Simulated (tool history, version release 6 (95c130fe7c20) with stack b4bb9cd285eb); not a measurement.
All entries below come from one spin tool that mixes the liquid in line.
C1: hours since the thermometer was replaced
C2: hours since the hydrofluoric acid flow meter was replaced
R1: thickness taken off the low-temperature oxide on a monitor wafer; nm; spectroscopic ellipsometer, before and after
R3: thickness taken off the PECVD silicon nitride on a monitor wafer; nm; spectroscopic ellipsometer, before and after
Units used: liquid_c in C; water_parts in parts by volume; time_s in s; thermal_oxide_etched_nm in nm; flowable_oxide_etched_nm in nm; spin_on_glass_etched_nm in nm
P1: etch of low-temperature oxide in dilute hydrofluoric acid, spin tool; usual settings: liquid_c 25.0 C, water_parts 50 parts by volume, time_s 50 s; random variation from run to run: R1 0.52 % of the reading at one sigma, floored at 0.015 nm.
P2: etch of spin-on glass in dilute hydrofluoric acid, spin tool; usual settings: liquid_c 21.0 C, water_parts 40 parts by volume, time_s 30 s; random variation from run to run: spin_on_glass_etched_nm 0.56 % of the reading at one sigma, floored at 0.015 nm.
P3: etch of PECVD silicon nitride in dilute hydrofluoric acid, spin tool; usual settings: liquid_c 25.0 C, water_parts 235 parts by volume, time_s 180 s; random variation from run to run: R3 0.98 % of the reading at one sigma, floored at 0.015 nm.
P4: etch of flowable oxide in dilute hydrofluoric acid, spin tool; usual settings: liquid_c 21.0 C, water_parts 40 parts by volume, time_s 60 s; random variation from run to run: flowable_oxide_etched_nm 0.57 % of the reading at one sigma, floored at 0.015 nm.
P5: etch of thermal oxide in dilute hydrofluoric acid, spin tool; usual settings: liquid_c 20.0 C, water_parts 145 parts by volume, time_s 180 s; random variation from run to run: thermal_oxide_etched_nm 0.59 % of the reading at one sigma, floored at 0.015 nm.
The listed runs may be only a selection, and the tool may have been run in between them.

Run 1, hour 2.5: process P1, liquid_c 25.0 C, water_parts 50 parts by volume, time_s 50 s; C1 154.1; C2 720.8. Result: R1 38.972 nm.
Run 2, hour 5.1: process P1, liquid_c 25.0 C, water_parts 70 parts by volume, time_s 50 s; C1 156.7; C2 723.4. Result: R1 27.474 nm.
Run 3, hour 7.6: process P5, liquid_c 27.5 C, water_parts 145 parts by volume, time_s 180 s; C1 159.2; C2 725.9. Result: thermal_oxide_etched_nm 6.26000 nm.
Run 4, hour 10.6: process P5, liquid_c 20.0 C, water_parts 145 parts by volume, time_s 20 s; C1 162.2; C2 728.9. Result: thermal_oxide_etched_nm 0.51521 nm.
Run 5, hour 12.8: process P5, liquid_c 20.0 C, water_parts 145 parts by volume, time_s 180 s; C1 164.4; C2 731.1. Result: thermal_oxide_etched_nm 4.65840 nm.
Run 6, hour 16.7: process P1, liquid_c 18.5 C, water_parts 50 parts by volume, time_s 50 s; C1 168.3; C2 735.0. Result: R1 30.010 nm.
Run 7, hour 20.3: process P1, liquid_c 25.0 C, water_parts 50 parts by volume, time_s 15 s; C1 171.9; C2 738.6. Result: R1 11.737 nm.
Run 8, hour 24.0: process P3, liquid_c 25.0 C, water_parts 235 parts by volume, time_s 15 s; C1 175.6; C2 742.3. Result: R3 0.19763 nm.
Run 9, hour 27.3: process P4, liquid_c 21.0 C, water_parts 40 parts by volume, time_s 20 s; C1 178.9; C2 745.6. Result: flowable_oxide_etched_nm 11.636 nm.
Run 10, hour 31.5: process P1, liquid_c 25.0 C, water_parts 50 parts by volume, time_s 50 s; C1 183.1; C2 749.8. Result: R1 39.216 nm.
Run 11, hour 33.6: process P1, liquid_c 25.0 C, water_parts 50 parts by volume, time_s 100 s; C1 185.2; C2 751.9. Result: R1 78.719 nm.
Run 12, hour 37.0: process P2, liquid_c 17.0 C, water_parts 40 parts by volume, time_s 30 s; C1 188.6; C2 755.3. Result: spin_on_glass_etched_nm 29.308 nm.
Run 13, hour 40.0: process P4, liquid_c 21.0 C, water_parts 40 parts by volume, time_s 60 s; C1 191.6; C2 758.3. Result: flowable_oxide_etched_nm 34.749 nm.
Run 14, hour 43.7: process P3, liquid_c 25.0 C, water_parts 405 parts by volume, time_s 180 s; C1 195.3; C2 762.0. Result: R3 1.41920 nm.
Run 15, hour 46.8: process P5, liquid_c 20.0 C, water_parts 45 parts by volume, time_s 180 s; C1 198.4; C2 765.1. Result: thermal_oxide_etched_nm 16.99500 nm.
Run 16, hour 48.7: process P3, liquid_c 25.0 C, water_parts 235 parts by volume, time_s 180 s; C1 200.3; C2 767.0. Result: R3 2.41700 nm.
Run 17, hour 50.8: process P1, liquid_c 25.0 C, water_parts 50 parts by volume, time_s 50 s; C1 202.4; C2 769.1. Result: R1 39.244 nm.
Run 18, hour 53.5: process P1, liquid_c 30.5 C, water_parts 50 parts by volume, time_s 50 s; C1 205.1; C2 771.8. Result: R1 49.185 nm.
Run 19, hour 55.8: process P2, liquid_c 21.0 C, water_parts 40 parts by volume, time_s 15 s; C1 207.4; C2 774.1. Result: spin_on_glass_etched_nm 17.534 nm.
Run 20, hour 58.7: process P1, liquid_c 25.0 C, water_parts 20 parts by volume, time_s 50 s; C1 210.3; C2 777.0. Result: R1 101.870 nm.
Run 21, hour 60.7: process P3, liquid_c 25.0 C, water_parts 235 parts by volume, time_s 180 s; C1 212.3; C2 779.0. Result: R3 2.45860 nm.
Run 22, hour 63.1: process P1, liquid_c 17.5 C, water_parts 20 parts by volume, time_s 50 s; C1 214.7; C2 781.4. Result: R1 74.225 nm.
Run 23, hour 66.9: process P4, liquid_c 21.0 C, water_parts 40 parts by volume, time_s 60 s; C1 218.5; C2 785.2. Result: flowable_oxide_etched_nm 34.723 nm.
Run 24, hour 70.9: process P2, liquid_c 21.0 C, water_parts 20 parts by volume, time_s 30 s; C1 222.5; C2 789.2. Result: spin_on_glass_etched_nm 71.734 nm.
Run 25, hour 73.0: process P3, liquid_c 31.5 C, water_parts 235 parts by volume, time_s 180 s; C1 224.6; C2 791.3. Result: R3 3.55760 nm.
Run 26, hour 76.1: process P2, liquid_c 21.0 C, water_parts 40 parts by volume, time_s 30 s; C1 227.7; C2 794.4. Result: spin_on_glass_etched_nm 35.406 nm.
Run 27, hour 79.5: process P4, liquid_c 17.0 C, water_parts 40 parts by volume, time_s 60 s; C1 231.1; C2 797.8. Result: flowable_oxide_etched_nm 29.124 nm.
Run 28, hour 83.0: process P5, liquid_c 20.0 C, water_parts 145 parts by volume, time_s 180 s; C1 234.6; C2 801.3. Result: thermal_oxide_etched_nm 4.62580 nm.
Run 29, hour 85.4: process P1, liquid_c 25.0 C, water_parts 50 parts by volume, time_s 50 s; C1 237.0; C2 803.7. Result: R1 38.840 nm.
Run 30, hour 88.4: process P1, liquid_c 25.0 C, water_parts 50 parts by volume, time_s 50 s; C1 240.0; C2 806.7. Result: R1 39.377 nm.
Run 31, hour 91.5: process P4, liquid_c 21.0 C, water_parts 25 parts by volume, time_s 60 s; C1 243.1; C2 809.8. Result: flowable_oxide_etched_nm 56.683 nm.
Run 32, hour 95.5: process P1, liquid_c 25.0 C, water_parts 50 parts by volume, time_s 50 s; C1 247.1; C2 813.8. Result: R1 39.259 nm.
Run 33, hour 99.4: process P1, liquid_c 25.0 C, water_parts 50 parts by volume, time_s 50 s; C1 251.0; C2 817.7. Result: R1 40.355 nm.
Run 34, hour 103.3: process P1, liquid_c 25.0 C, water_parts 50 parts by volume, time_s 50 s; C1 254.9; C2 821.6. Result: R1 41.062 nm.
Run 35, hour 107.0: process P1, liquid_c 25.0 C, water_parts 50 parts by volume, time_s 50 s; C1 258.6; C2 825.3. Result: R1 41.719 nm.
Run 36, hour 109.7: process P1, liquid_c 25.0 C, water_parts 50 parts by volume, time_s 50 s; C1 261.3; C2 828.0. Result: R1 41.754 nm.
Run 37, hour 113.1: process P1, liquid_c 25.0 C, water_parts 50 parts by volume, time_s 50 s; C1 264.7; C2 831.4. Result: R1 42.464 nm.
Run 38, hour 115.0: process P1, liquid_c 25.0 C, water_parts 50 parts by volume, time_s 50 s; C1 266.6; C2 833.3. Result: R1 42.218 nm.
Run 39, hour 117.1: process P1, liquid_c 25.0 C, water_parts 50 parts by volume, time_s 50 s; C1 268.7; C2 835.4. Result: R1 42.573 nm.
Run 40, hour 119.8: process P1, liquid_c 25.0 C, water_parts 50 parts by volume, time_s 50 s; C1 271.4; C2 838.1. Result: R1 42.309 nm.
Run 41, hour 124.0: process P1, liquid_c 25.0 C, water_parts 50 parts by volume, time_s 50 s; C1 275.6; C2 842.3. Result: R1 43.061 nm.
Run 42, hour 127.4: process P1, liquid_c 25.0 C, water_parts 50 parts by volume, time_s 50 s; C1 279.0; C2 845.7. Result: R1 42.296 nm.
Run 43, hour 130.4: process P1, liquid_c 25.0 C, water_parts 50 parts by volume, time_s 50 s; C1 282.0; C2 848.7. Result: R1 42.331 nm.

The output of P1 has drifted from where it used to be. Each of the 2 causes below, taken at the size shown beside it, accounts for the log equally well:
A: hydrofluoric acid flow above the setpoint (%) = 7.93
B: liquid hotter than its thermometer reads (K) = 2.01
At approximately hour 95.5, the process output began to creep.

The list below offers 4 check runs, each averaging the results of 3 wafers, and shows each result as a question mark. For which of them would the listed causes give clearly different results?
Run check 1, hour 133.4: process P5, liquid_c 20.0 C, water_parts 145 parts by volume, time_s 180 s. Result: thermal_oxide_etched_nm ?.
Run check 2, hour 133.4: process P4, liquid_c 21.0 C, water_parts 40 parts by volume, time_s 60 s. Result: flowable_oxide_etched_nm ?.
Run check 3, hour 133.4: process P2, liquid_c 21.0 C, water_parts 40 parts by volume, time_s 30 s. Result: spin_on_glass_etched_nm ?.
Run check 4, hour 133.4: process P3, liquid_c 25.0 C, water_parts 235 parts by volume, time_s 180 s. Result: R3 ?.

How each check would come out, cause by cause:
  check                    result     if A     if B
check 1   thermal_oxide_etched_nm  5.12390  5.08270
check 2  flowable_oxide_etched_nm   37.582   37.758
check 3   spin_on_glass_etched_nm   38.033   38.212
check 4                        R3  2.62280  2.74930
Gap, in per cent, between the two causes that each check separates least, read from the result that separates them most: check 1 0.81 %; check 2 0.47 %; check 3 0.47 %; check 4 4.71 %
The causes can be told apart only by check 4. The other checks would give nearly the same results under each of them.

With check 4 done, the readings were: R3 2.72730 nm. Identify which of the listed causes applies.

B is the cause: liquid hotter than its thermometer reads (K).

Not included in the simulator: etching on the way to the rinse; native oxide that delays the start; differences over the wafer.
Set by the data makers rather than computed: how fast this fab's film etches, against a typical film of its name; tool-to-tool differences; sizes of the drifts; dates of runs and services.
